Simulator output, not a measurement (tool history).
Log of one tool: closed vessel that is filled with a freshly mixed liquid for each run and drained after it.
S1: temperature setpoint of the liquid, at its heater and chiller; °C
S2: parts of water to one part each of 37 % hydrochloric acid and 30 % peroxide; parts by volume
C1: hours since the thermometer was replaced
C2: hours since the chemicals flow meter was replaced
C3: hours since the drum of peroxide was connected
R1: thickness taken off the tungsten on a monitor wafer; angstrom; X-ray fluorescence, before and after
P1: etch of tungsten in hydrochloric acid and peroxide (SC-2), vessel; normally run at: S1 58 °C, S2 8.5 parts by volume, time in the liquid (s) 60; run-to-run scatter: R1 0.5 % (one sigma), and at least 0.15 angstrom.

run 1 hour=12.5 | S1=58 S2=8.5 time_in_the_liquid_(s)=60 | C1=1091.9 C2=220.9 C3=883.6 | R1=198.220
run 2 hour=19.4 | S1=58 S2=8.5 time_in_the_liquid_(s)=105 | C1=1098.8 C2=227.8 C3=890.5 | R1=346.920
run 3 hour=31.3 | S1=43 S2=8.5 time_in_the_liquid_(s)=60 | C1=1110.7 C2=239.7 C3=902.4 | R1=72.934
run 4 hour=44.9 | S1=58 S2=8.5 time_in_the_liquid_(s)=30 | C1=1124.3 C2=253.3 C3=916.0 | R1=99.336
run 5 hour=56.6 | S1=58 S2=8.5 time_in_the_liquid_(s)=60 | C1=1136.0 C2=265.0 C3=927.7 | R1=198.250
run 6 hour=64.8 | S1=58 S2=13.0 time_in_the_liquid_(s)=60 | C1=1144.2 C2=273.2 C3=935.9 | R1=139.010
run 7 hour=73.7 | S1=58 S2=8.5 time_in_the_liquid_(s)=60 | C1=1153.1 C2=282.1 C3=944.8 | R1=198.240
run 8 hour=87.0 | S1=58 S2=8.5 time_in_the_liquid_(s)=60 | C1=1166.4 C2=295.4 C3=958.1 | R1=197.810
run 9 hour=98.0 | S1=58 S2=8.5 time_in_the_liquid_(s)=60 | C1=1177.4 C2=306.4 C3=969.1 | R1=199.310
run 10 hour=109.7 | S1=70 S2=8.5 time_in_the_liquid_(s)=60 | C1=1189.1 C2=318.1 C3=980.8 | R1=412.090
run 11 hour=123.1 | S1=58 S2=8.5 time_in_the_liquid_(s)=60 | C1=1202.5 C2=331.5 C3=994.2 | R1=200.690
run 12 hour=129.1 | S1=58 S2=4.0 time_in_the_liquid_(s)=60 | C1=1208.5 C2=337.5 C3=1000.2 | R1=344.570
run 13 hour=142.4 | S1=58 S2=8.5 time_in_the_liquid_(s)=60 | C1=1221.8 C2=350.8 C3=1013.5 | R1=196.720
run 14 hour=153.2 | S1=50 S2=8.5 time_in_the_liquid_(s)=90 | C1=1232.6 C2=361.6 C3=1024.3 | R1=176.750
run 15 hour=165.1 | S1=58 S2=8.5 time_in_the_liquid_(s)=60 | C1=1244.5 C2=373.5 C3=1036.2 | R1=198.760
run 16 hour=171.2 | S1=58 S2=8.5 time_in_the_liquid_(s)=60 | C1=1250.6 C2=379.6 C3=1042.3 | R1=202.960
run 17 hour=178.1 | S1=58 S2=8.5 time_in_the_liquid_(s)=60 | C1=1257.5 C2=386.5 C3=1049.2 | R1=208.690
run 18 hour=190.7 | S1=58 S2=8.5 time_in_the_liquid_(s)=60 | C1=1270.1 C2=399.1 C3=1061.8 | R1=212.160
run 19 hour=200.4 | S1=58 S2=8.5 time_in_the_liquid_(s)=60 | C1=1279.8 C2=408.8 C3=1071.5 | R1=212.590
run 20 hour=208.6 | S1=58 S2=8.5 time_in_the_liquid_(s)=60 | C1=1288.0 C2=417.0 C3=1079.7 | R1=216.240
run 21 hour=222.3 | S1=58 S2=8.5 time_in_the_liquid_(s)=60 | C1=1301.7 C2=430.7 C3=1093.4 | R1=215.820

What P1 gives has crept away from where it was. These 2 causes fit the log equally well, each at the size given:
A: liquid hotter than its thermometer reads (K) = 1.37
B: chemicals flow above the setpoint (%) = 11.4
The creep began at about hour 165.1.
Why every other cause is out:
peroxide weaker than its label (%): at most 8, which would move R1 by -7.3 %: too little, or the wrong way

4 check runs are offered, each on 5 wafers whose results are averaged, their results left as question marks. Which one tells the causes apart?
run check 1 hour=236.0 | S1=64.0 S2=8.5 time_in_the_liquid_(s)=30 | R1=?
run check 2 hour=236.0 | S1=58.0 S2=11.5 time_in_the_liquid_(s)=35 | R1=?
run check 3 hour=236.0 | S1=50.0 S2=12.0 time_in_the_liquid_(s)=60 | R1=?
run check 4 hour=236.0 | S1=44.5 S2=4.5 time_in_the_liquid_(s)=60 | R1=?

What each check would give under each cause:
check=check_1 result=R1 if_A=156.690 if_B=157.150
check=check_2 result=R1 if_A=98.097 if_B=98.549
check=check_3 result=R1 if_A=96.776 if_B=96.858
check=check_4 result=R1 if_A=143.990 if_B=141.060
How far apart the two closest causes lie, in the result that separates them most: check 1 0.29 %; check 2 0.46 %; check 3 0.08 %; check 4 2.06 %
Only check 4 tells the causes apart: in the others they would give nearly the same result.

Check 4 was then run and gave: R1 144.440 angstrom. Which cause is it?

It is A: liquid hotter than its thermometer reads (K).

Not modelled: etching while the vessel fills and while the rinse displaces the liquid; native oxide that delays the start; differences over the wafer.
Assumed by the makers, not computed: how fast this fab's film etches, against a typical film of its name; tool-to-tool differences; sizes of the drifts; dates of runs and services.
